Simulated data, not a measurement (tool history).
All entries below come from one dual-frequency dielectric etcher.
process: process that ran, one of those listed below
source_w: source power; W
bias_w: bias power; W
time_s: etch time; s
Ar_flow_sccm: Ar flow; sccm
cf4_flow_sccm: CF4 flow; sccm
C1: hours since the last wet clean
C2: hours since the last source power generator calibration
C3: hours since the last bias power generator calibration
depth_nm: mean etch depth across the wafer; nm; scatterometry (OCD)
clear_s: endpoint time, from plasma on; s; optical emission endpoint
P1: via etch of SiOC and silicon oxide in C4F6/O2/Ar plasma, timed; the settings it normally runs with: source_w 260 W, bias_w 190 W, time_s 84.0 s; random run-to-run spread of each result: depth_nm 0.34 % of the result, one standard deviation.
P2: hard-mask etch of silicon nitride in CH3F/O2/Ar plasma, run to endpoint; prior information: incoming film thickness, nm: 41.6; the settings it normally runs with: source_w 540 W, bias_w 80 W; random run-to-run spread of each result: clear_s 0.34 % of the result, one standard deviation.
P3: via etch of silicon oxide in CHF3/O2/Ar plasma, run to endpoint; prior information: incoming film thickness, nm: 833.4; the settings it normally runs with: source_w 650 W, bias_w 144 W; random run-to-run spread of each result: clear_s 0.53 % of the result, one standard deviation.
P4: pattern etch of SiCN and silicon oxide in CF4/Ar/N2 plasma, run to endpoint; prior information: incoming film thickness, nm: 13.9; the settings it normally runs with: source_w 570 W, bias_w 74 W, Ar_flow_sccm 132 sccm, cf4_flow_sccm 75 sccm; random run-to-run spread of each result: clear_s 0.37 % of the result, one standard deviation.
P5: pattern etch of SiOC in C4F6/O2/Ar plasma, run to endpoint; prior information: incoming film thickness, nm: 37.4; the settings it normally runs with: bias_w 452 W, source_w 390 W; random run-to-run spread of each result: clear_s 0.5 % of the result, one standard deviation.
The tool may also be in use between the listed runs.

{"run": 1, "hour": 5.0, "process": "P1", "source_w": 260, "bias_w": 190, "time_s": 84.0, "C1": 327.8, "C2": 1822.0, "C3": 1251.9, "depth_nm": 80.389}
{"run": 2, "hour": 11.6, "process": "P4", "source_w": 400, "bias_w": 74, "Ar_flow_sccm": 132, "cf4_flow_sccm": 75, "C1": 334.4, "C2": 1828.6, "C3": 1258.5, "clear_s": 18.69}
{"run": 3, "hour": 15.8, "process": "P1", "source_w": 260, "bias_w": 190, "time_s": 62.0, "C1": 338.6, "C2": 1832.8, "C3": 1262.7, "depth_nm": 59.113}
{"run": 4, "hour": 19.0, "process": "P3", "source_w": 650, "bias_w": 144, "C1": 341.8, "C2": 1836.0, "C3": 1265.9, "clear_s": 439.11}
{"run": 5, "hour": 25.0, "process": "P1", "source_w": 260, "bias_w": 225, "time_s": 84.0, "C1": 347.8, "C2": 1842.0, "C3": 1271.9, "depth_nm": 85.005}
{"run": 6, "hour": 29.9, "process": "P1", "source_w": 260, "bias_w": 190, "time_s": 84.0, "C1": 352.7, "C2": 1846.9, "C3": 1276.8, "depth_nm": 79.746}
{"run": 7, "hour": 36.0, "process": "P1", "source_w": 260, "bias_w": 116, "time_s": 104.5, "C1": 358.8, "C2": 1853.0, "C3": 1282.9, "depth_nm": 85.807}
{"run": 8, "hour": 41.4, "process": "P1", "source_w": 260, "bias_w": 190, "time_s": 84.0, "C1": 364.2, "C2": 1858.4, "C3": 1288.3, "depth_nm": 80.183}
{"run": 9, "hour": 45.7, "process": "P5", "source_w": 390, "bias_w": 296, "C1": 368.5, "C2": 1862.7, "C3": 1292.6, "clear_s": 15.735}
{"run": 10, "hour": 49.5, "process": "P1", "source_w": 260, "bias_w": 121, "time_s": 84.0, "C1": 372.3, "C2": 1866.5, "C3": 1296.4, "depth_nm": 69.181}
{"run": 11, "hour": 52.9, "process": "P4", "source_w": 570, "bias_w": 74, "Ar_flow_sccm": 175, "cf4_flow_sccm": 75, "C1": 375.7, "C2": 1869.9, "C3": 1299.8, "clear_s": 14.32}
{"run": 12, "hour": 59.1, "process": "P2", "source_w": 540, "bias_w": 80, "C1": 381.9, "C2": 1876.1, "C3": 1306.0, "clear_s": 51.154}
{"run": 13, "hour": 63.7, "process": "P1", "source_w": 260, "bias_w": 190, "time_s": 84.0, "C1": 386.5, "C2": 1880.7, "C3": 1310.6, "depth_nm": 80.225}
{"run": 14, "hour": 70.2, "process": "P1", "source_w": 350, "bias_w": 190, "time_s": 84.0, "C1": 393.0, "C2": 1887.2, "C3": 1317.1, "depth_nm": 90.488}
{"run": 15, "hour": 76.7, "process": "P4", "source_w": 570, "bias_w": 48, "Ar_flow_sccm": 132, "cf4_flow_sccm": 75, "C1": 399.5, "C2": 1893.7, "C3": 1323.6, "clear_s": 15.722}
{"run": 16, "hour": 82.1, "process": "P1", "source_w": 180, "bias_w": 190, "time_s": 84.0, "C1": 404.9, "C2": 1899.1, "C3": 1329.0, "depth_nm": 69.742}
{"run": 17, "hour": 86.3, "process": "P3", "source_w": 650, "bias_w": 172, "C1": 409.1, "C2": 1903.3, "C3": 1333.2, "clear_s": 419.28}
{"run": 18, "hour": 89.3, "process": "P3", "source_w": 850, "bias_w": 144, "C1": 412.1, "C2": 1906.3, "C3": 1336.2, "clear_s": 393.73}
{"run": 19, "hour": 92.8, "process": "P2", "source_w": 330, "bias_w": 80, "C1": 415.6, "C2": 1909.8, "C3": 1339.7, "clear_s": 61.346}
{"run": 20, "hour": 98.3, "process": "P5", "source_w": 390, "bias_w": 452, "C1": 421.1, "C2": 1915.3, "C3": 1345.2, "clear_s": 13.607}
{"run": 21, "hour": 101.7, "process": "P4", "source_w": 570, "bias_w": 74, "Ar_flow_sccm": 132, "cf4_flow_sccm": 106, "C1": 424.5, "C2": 1918.7, "C3": 1348.6, "clear_s": 12.958}
{"run": 22, "hour": 105.6, "process": "P2", "source_w": 540, "bias_w": 49, "C1": 428.4, "C2": 1922.6, "C3": 1352.5, "clear_s": 60.096}
{"run": 23, "hour": 111.6, "process": "P4", "source_w": 570, "bias_w": 74, "Ar_flow_sccm": 132, "cf4_flow_sccm": 75, "C1": 434.4, "C2": 1928.6, "C3": 1358.5, "clear_s": 13.58}
{"run": 24, "hour": 116.0, "process": "P1", "source_w": 260, "bias_w": 190, "time_s": 113.5, "C1": 438.8, "C2": 1933.0, "C3": 1362.9, "depth_nm": 108.78}
{"run": 25, "hour": 120.0, "process": "P2", "source_w": 540, "bias_w": 80, "C1": 442.8, "C2": 1937.0, "C3": 1366.9, "clear_s": 51.051}
{"run": 26, "hour": 125.6, "process": "P5", "source_w": 290, "bias_w": 452, "C1": 448.4, "C2": 1942.6, "C3": 1372.5, "clear_s": 15.185}
{"run": 27, "hour": 131.3, "process": "P3", "source_w": 650, "bias_w": 144, "C1": 454.1, "C2": 1948.3, "C3": 1378.2, "clear_s": 443.39}
{"run": 28, "hour": 134.7, "process": "P1", "source_w": 260, "bias_w": 190, "time_s": 84.0, "C1": 457.5, "C2": 1951.7, "C3": 1381.6, "depth_nm": 80.373}
{"run": 29, "hour": 140.2, "process": "P1", "source_w": 260, "bias_w": 190, "time_s": 84.0, "C1": 463.0, "C2": 1957.2, "C3": 1387.1, "depth_nm": 79.578}
{"run": 30, "hour": 144.5, "process": "P1", "source_w": 260, "bias_w": 190, "time_s": 84.0, "C1": 467.3, "C2": 1961.5, "C3": 1391.4, "depth_nm": 79.62}
{"run": 31, "hour": 150.4, "process": "P1", "source_w": 260, "bias_w": 190, "time_s": 84.0, "C1": 473.2, "C2": 1967.4, "C3": 1397.3, "depth_nm": 79.062}
{"run": 32, "hour": 156.1, "process": "P1", "source_w": 260, "bias_w": 190, "time_s": 84.0, "C1": 478.9, "C2": 1973.1, "C3": 1403.0, "depth_nm": 79.199}
{"hour": 162.2, "done": "wet clean of the chamber"}
{"run": 33, "hour": 162.3, "process": "P1", "source_w": 260, "bias_w": 190, "time_s": 84.0, "C1": 0.2, "C2": 1979.3, "C3": 1409.2, "depth_nm": 79.296}
{"run": 34, "hour": 165.6, "process": "P1", "source_w": 260, "bias_w": 190, "time_s": 84.0, "C1": 3.5, "C2": 1982.6, "C3": 1412.5, "depth_nm": 79.098}
{"run": 35, "hour": 171.3, "process": "P1", "source_w": 260, "bias_w": 190, "time_s": 84.0, "C1": 9.2, "C2": 1988.3, "C3": 1418.2, "depth_nm": 78.824}
{"run": 36, "hour": 175.1, "process": "P1", "source_w": 260, "bias_w": 190, "time_s": 84.0, "C1": 13.0, "C2": 1992.1, "C3": 1422.0, "depth_nm": 79.338}
{"run": 37, "hour": 178.9, "process": "P1", "source_w": 260, "bias_w": 190, "time_s": 84.0, "C1": 16.8, "C2": 1995.9, "C3": 1425.8, "depth_nm": 79.009}
{"run": 38, "hour": 184.8, "process": "P1", "source_w": 260, "bias_w": 190, "time_s": 84.0, "C1": 22.7, "C2": 2001.8, "C3": 1431.7, "depth_nm": 78.991}
{"run": 39, "hour": 190.1, "process": "P1", "source_w": 260, "bias_w": 190, "time_s": 84.0, "C1": 28.0, "C2": 2007.1, "C3": 1437.0, "depth_nm": 79.313}

What P1 gives has crept away from where it was. These 2 causes fit the log equally well, each at the size given:
A: source power that arrives under what is set, % = 4.31
B: bias power that arrives under what is set, % = 4.92
The onset of the drift is placed at about hour 134.7.
Each remaining cause and why it is not a fit:
chamber walls in a state that lowers the etch rate, %: serviced at hour 162.2, after the drift had started, without restoring the earlier output

Of the 4 check runs below, each run on 2 wafers with the results averaged and each result still a question mark, which one would tell the listed causes apart?
{"run": "check 1", "hour": 195.4, "process": "P3", "source_w": 650, "bias_w": 144, "clear_s": "?"}
{"run": "check 2", "hour": 195.4, "process": "P4", "source_w": 570, "bias_w": 74, "Ar_flow_sccm": 132, "cf4_flow_sccm": 75, "clear_s": "?"}
{"run": "check 3", "hour": 195.4, "process": "P2", "source_w": 540, "bias_w": 80, "clear_s": "?"}
{"run": "check 4", "hour": 195.4, "process": "P5", "source_w": 390, "bias_w": 452, "clear_s": "?"}

What every check run would give for each of its results, assuming each possible cause in turn:
check=check_1 result=clear_s if_A=448.970 if_B=448.470
check=check_2 result=clear_s if_A=14.211 if_B=13.909
check=check_3 result=clear_s if_A=51.924 if_B=51.950
check=check_4 result=clear_s if_A=13.863 if_B=13.893
Per-check spread between the two closest causes, in the result where they differ most: check 1 0.11 %; check 2 2.15 %; check 3 0.05 %; check 4 0.22 %
Only check 2 tells the causes apart: in the others they would give nearly the same result.

Running check 2 produced the following: clear_s 14.209 s. Which one of the listed causes fits?

Of the candidate causes, it is A: source power that arrives under what is set, %.

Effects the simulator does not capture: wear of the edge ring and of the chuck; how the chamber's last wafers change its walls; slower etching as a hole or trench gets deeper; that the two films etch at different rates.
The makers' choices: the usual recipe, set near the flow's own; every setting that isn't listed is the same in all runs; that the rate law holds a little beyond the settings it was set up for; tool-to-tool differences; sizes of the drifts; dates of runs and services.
